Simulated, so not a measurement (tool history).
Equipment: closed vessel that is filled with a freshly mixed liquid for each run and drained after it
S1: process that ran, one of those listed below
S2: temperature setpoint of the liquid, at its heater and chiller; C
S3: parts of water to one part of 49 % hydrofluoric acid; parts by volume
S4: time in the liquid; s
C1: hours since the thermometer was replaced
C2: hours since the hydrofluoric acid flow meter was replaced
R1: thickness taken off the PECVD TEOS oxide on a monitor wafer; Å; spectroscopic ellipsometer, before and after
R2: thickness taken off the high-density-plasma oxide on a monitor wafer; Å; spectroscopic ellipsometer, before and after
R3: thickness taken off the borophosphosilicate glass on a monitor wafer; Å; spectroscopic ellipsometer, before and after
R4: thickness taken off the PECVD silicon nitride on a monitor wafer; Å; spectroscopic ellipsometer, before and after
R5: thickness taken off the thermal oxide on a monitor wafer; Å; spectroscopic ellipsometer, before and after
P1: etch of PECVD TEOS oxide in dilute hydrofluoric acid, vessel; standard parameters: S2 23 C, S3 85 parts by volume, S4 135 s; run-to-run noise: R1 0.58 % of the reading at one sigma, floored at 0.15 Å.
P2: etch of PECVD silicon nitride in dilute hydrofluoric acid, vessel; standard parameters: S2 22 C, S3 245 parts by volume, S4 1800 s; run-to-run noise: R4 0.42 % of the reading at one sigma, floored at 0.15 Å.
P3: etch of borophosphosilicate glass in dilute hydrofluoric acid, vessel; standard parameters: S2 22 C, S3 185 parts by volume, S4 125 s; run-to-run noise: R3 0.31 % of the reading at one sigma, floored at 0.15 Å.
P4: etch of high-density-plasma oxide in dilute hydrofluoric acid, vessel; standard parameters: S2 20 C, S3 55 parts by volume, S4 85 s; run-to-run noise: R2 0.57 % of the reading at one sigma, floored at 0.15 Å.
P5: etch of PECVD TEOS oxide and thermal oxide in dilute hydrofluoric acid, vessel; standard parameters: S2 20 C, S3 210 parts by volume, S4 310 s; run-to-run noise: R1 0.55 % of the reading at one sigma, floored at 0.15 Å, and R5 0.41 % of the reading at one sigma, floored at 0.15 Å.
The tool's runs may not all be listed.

{"run": 1, "hour": 7.2, "S1": "P1", "S2": 23, "S3": 85, "S4": 135, "C1": 304.3, "C2": 83.8, "R1": 184.58}
{"run": 2, "hour": 15.3, "S1": "P1", "S2": 23, "S3": 85, "S4": 30, "C1": 312.4, "C2": 91.9, "R1": 40.9}
{"run": 3, "hour": 25.4, "S1": "P1", "S2": 23, "S3": 85, "S4": 135, "C1": 322.5, "C2": 102, "R1": 184.99}
{"run": 4, "hour": 35.7, "S1": "P4", "S2": 20, "S3": 55, "S4": 85, "C1": 332.8, "C2": 112.3, "R2": 71.226}
{"run": 5, "hour": 46.0, "S1": "P3", "S2": 27.5, "S3": 185, "S4": 125, "C1": 343.1, "C2": 122.6, "R3": 299.43}
{"run": 6, "hour": 51.5, "S1": "P1", "S2": 17.5, "S3": 85, "S4": 135, "C1": 348.6, "C2": 128.1, "R1": 147.3}
{"run": 7, "hour": 61.3, "S1": "P4", "S2": 20, "S3": 55, "S4": 85, "C1": 358.4, "C2": 137.9, "R2": 70.794}
{"run": 8, "hour": 67.8, "S1": "P1", "S2": 23, "S3": 50, "S4": 50, "C1": 364.9, "C2": 144.4, "R1": 122.06}
{"run": 9, "hour": 73.9, "S1": "P1", "S2": 23, "S3": 115, "S4": 135, "C1": 371, "C2": 150.5, "R1": 131.19}
{"run": 10, "hour": 82.3, "S1": "P4", "S2": 20, "S3": 55, "S4": 155, "C1": 379.4, "C2": 158.9, "R2": 128.65}
{"run": 11, "hour": 89.1, "S1": "P3", "S2": 22, "S3": 185, "S4": 210, "C1": 386.2, "C2": 165.7, "R3": 410.36}
{"run": 12, "hour": 93.8, "S1": "P2", "S2": 22, "S3": 80, "S4": 1800, "C1": 390.9, "C2": 170.4, "R4": 339.32}
{"run": 13, "hour": 101.7, "S1": "P5", "S2": 24, "S3": 210, "S4": 310, "C1": 398.8, "C2": 178.3, "R1": 195.36, "R5": 64.653}
{"run": 14, "hour": 110.0, "S1": "P3", "S2": 22, "S3": 185, "S4": 125, "C1": 407.1, "C2": 186.6, "R3": 243.82}
{"run": 15, "hour": 118.6, "S1": "P5", "S2": 20, "S3": 210, "S4": 310, "C1": 415.7, "C2": 195.2, "R1": 168.08, "R5": 55.175}
{"run": 16, "hour": 124.6, "S1": "P2", "S2": 22, "S3": 245, "S4": 1800, "C1": 421.7, "C2": 201.2, "R4": 112.3}
{"run": 17, "hour": 131.4, "S1": "P2", "S2": 22, "S3": 245, "S4": 1800, "C1": 428.5, "C2": 208, "R4": 112.09}
{"run": 18, "hour": 137.3, "S1": "P2", "S2": 17, "S3": 245, "S4": 1800, "C1": 434.4, "C2": 213.9, "R4": 81.618}
{"run": 19, "hour": 142.2, "S1": "P4", "S2": 20, "S3": 85, "S4": 85, "C1": 439.3, "C2": 218.8, "R2": 44.148}
{"run": 20, "hour": 149.8, "S1": "P5", "S2": 20, "S3": 55, "S4": 310, "C1": 446.9, "C2": 226.4, "R1": 758.53, "R5": 249.3}
{"run": 21, "hour": 155.0, "S1": "P5", "S2": 20, "S3": 210, "S4": 310, "C1": 452.1, "C2": 231.6, "R1": 168.14, "R5": 54.94}
{"run": 22, "hour": 163.3, "S1": "P1", "S2": 23, "S3": 85, "S4": 225, "C1": 460.4, "C2": 239.9, "R1": 308.01}
{"run": 23, "hour": 170.9, "S1": "P3", "S2": 22, "S3": 45, "S4": 125, "C1": 468, "C2": 247.5, "R3": 1174.7}
{"run": 24, "hour": 180.7, "S1": "P1", "S2": 29.5, "S3": 85, "S4": 135, "C1": 477.8, "C2": 257.3, "R1": 239.82}
{"run": 25, "hour": 187.8, "S1": "P5", "S2": 20, "S3": 210, "S4": 560, "C1": 484.9, "C2": 264.4, "R1": 305.75, "R5": 99.458}
{"run": 26, "hour": 198.1, "S1": "P2", "S2": 22, "S3": 245, "S4": 3590, "C1": 495.2, "C2": 274.7, "R4": 226.13}
{"hour": 205.5, "done": "hydrofluoric acid flow meter replaced"}
{"run": 27, "hour": 205.8, "S1": "P1", "S2": 23, "S3": 85, "S4": 135, "C1": 502.9, "C2": 0.3, "R1": 185.43}

Forecast run 28:
{"run": 28, "hour": 212.3, "S1": "P1", "S2": 23, "S3": 85, "S4": 135, "C1": 509.4, "C2": 6.8, "R1": "?"}

{"run 28": {"R1": 182.07}}
